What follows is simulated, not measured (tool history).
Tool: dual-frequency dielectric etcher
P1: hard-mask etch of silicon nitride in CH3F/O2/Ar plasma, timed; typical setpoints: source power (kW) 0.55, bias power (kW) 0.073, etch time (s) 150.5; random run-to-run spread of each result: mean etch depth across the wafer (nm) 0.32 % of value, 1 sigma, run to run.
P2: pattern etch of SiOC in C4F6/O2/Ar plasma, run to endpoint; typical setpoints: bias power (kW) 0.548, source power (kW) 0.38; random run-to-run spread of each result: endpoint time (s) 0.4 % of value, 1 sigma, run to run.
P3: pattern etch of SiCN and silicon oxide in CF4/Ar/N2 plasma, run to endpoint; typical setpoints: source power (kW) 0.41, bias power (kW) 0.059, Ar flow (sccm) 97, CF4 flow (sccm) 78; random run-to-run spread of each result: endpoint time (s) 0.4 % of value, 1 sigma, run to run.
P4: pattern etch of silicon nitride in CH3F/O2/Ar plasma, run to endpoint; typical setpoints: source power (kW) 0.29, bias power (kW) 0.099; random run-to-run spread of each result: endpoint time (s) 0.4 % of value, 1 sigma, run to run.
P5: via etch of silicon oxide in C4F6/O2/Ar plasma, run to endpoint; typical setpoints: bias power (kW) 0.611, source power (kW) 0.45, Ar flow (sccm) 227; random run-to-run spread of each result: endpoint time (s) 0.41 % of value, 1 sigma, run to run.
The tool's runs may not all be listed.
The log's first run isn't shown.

| run | hour | process that ran | source power (kW) | bias power (kW) | etch time (s) | Ar flow (sccm) | CF4 flow (sccm) | hours since the last wet clean | hours since the last source power generator calibration | hours since the last bias power generator calibration | mean etch depth across the wafer (nm) | endpoint time (s) |
|---|---|---|---|---|---|---|---|---|---|---|---|---|
| 2 | 14.6 | P1 | 0.55 | 0.073 | 150.5 |  |  | 311.7 | 1614.2 | 851.9 | 118.19 |  |
| 3 | 29.5 | P1 | 0.7 | 0.073 | 150.5 |  |  | 326.6 | 1629.1 | 866.8 | 129.8 |  |
| 4 | 42.5 | P4 | 0.36 | 0.099 |  |  |  | 339.6 | 1642.1 | 879.8 |  | 34.354 |
| 5 | 56.3 | P1 | 0.55 | 0.073 | 150.5 |  |  | 353.4 | 1655.9 | 893.6 | 117.75 |  |
| 6 | 65.7 | P5 | 0.45 | 0.611 |  | 227 |  | 362.8 | 1665.3 | 903 |  | 16.93 |
| 7 | 73.4 | P1 | 0.39 | 0.088 | 150.5 |  |  | 370.5 | 1673 | 910.7 | 110.44 |  |
| 8 | 80.5 | P1 | 0.55 | 0.073 | 199.5 |  |  | 377.6 | 1680.1 | 917.8 | 156.79 |  |
| 9 | 91.2 | P3 | 0.41 | 0.059 |  | 97 | 78 | 388.3 | 1690.8 | 928.5 |  | 11.843 |
| 10 | 102.7 | P1 | 0.55 | 0.046 | 150.5 |  |  | 399.8 | 1702.3 | 940 | 101.64 |  |
| 11 | 113.9 | P4 | 0.29 | 0.099 |  |  |  | 411 | 1713.5 | 951.2 |  | 37.486 |
| 12 | 124.8 | P1 | 0.55 | 0.073 | 150.5 |  |  | 421.9 | 1724.4 | 962.1 | 118.65 |  |
| 13 | 132.4 | P4 | 0.29 | 0.129 |  |  |  | 429.5 | 1732 | 969.7 |  | 33.716 |
| 14 | 147.3 | P5 | 0.45 | 0.611 |  | 227 |  | 444.4 | 1746.9 | 984.6 |  | 16.913 |
| 15 | 161.1 | P2 | 0.29 | 0.548 |  |  |  | 458.2 | 1760.7 | 998.4 |  | 16.087 |
| 16 | 173.7 | P5 | 0.54 | 0.611 |  | 227 |  | 470.8 | 1773.3 | 1011 |  | 15.827 |
| 17 | 186.1 | P5 | 0.45 | 0.611 |  | 269 |  | 483.2 | 1785.7 | 1023.4 |  | 17.302 |
| 18 | 195.7 | P3 | 0.41 | 0.077 |  | 97 | 78 | 492.8 | 1795.3 | 1033 |  | 10.844 |
| 19 | 210.1 | P5 | 0.45 | 0.398 |  | 227 |  | 507.2 | 1809.7 | 1047.4 |  | 19.891 |
| 20 | 222.6 | P2 | 0.38 | 0.548 |  |  |  | 519.7 | 1822.2 | 1059.9 |  | 14.778 |

Estimate the outcome of run 21 from the log above:
|  | 224.7 | bias power generator calibrated |
| 21 | 233.7 | P3 | 0.41 | 0.059 |  | 130 | 78 | 530.8 | 1833.3 | 9.1 |  | ? |

{"run 21": {"endpoint time (s)": 12.347}}
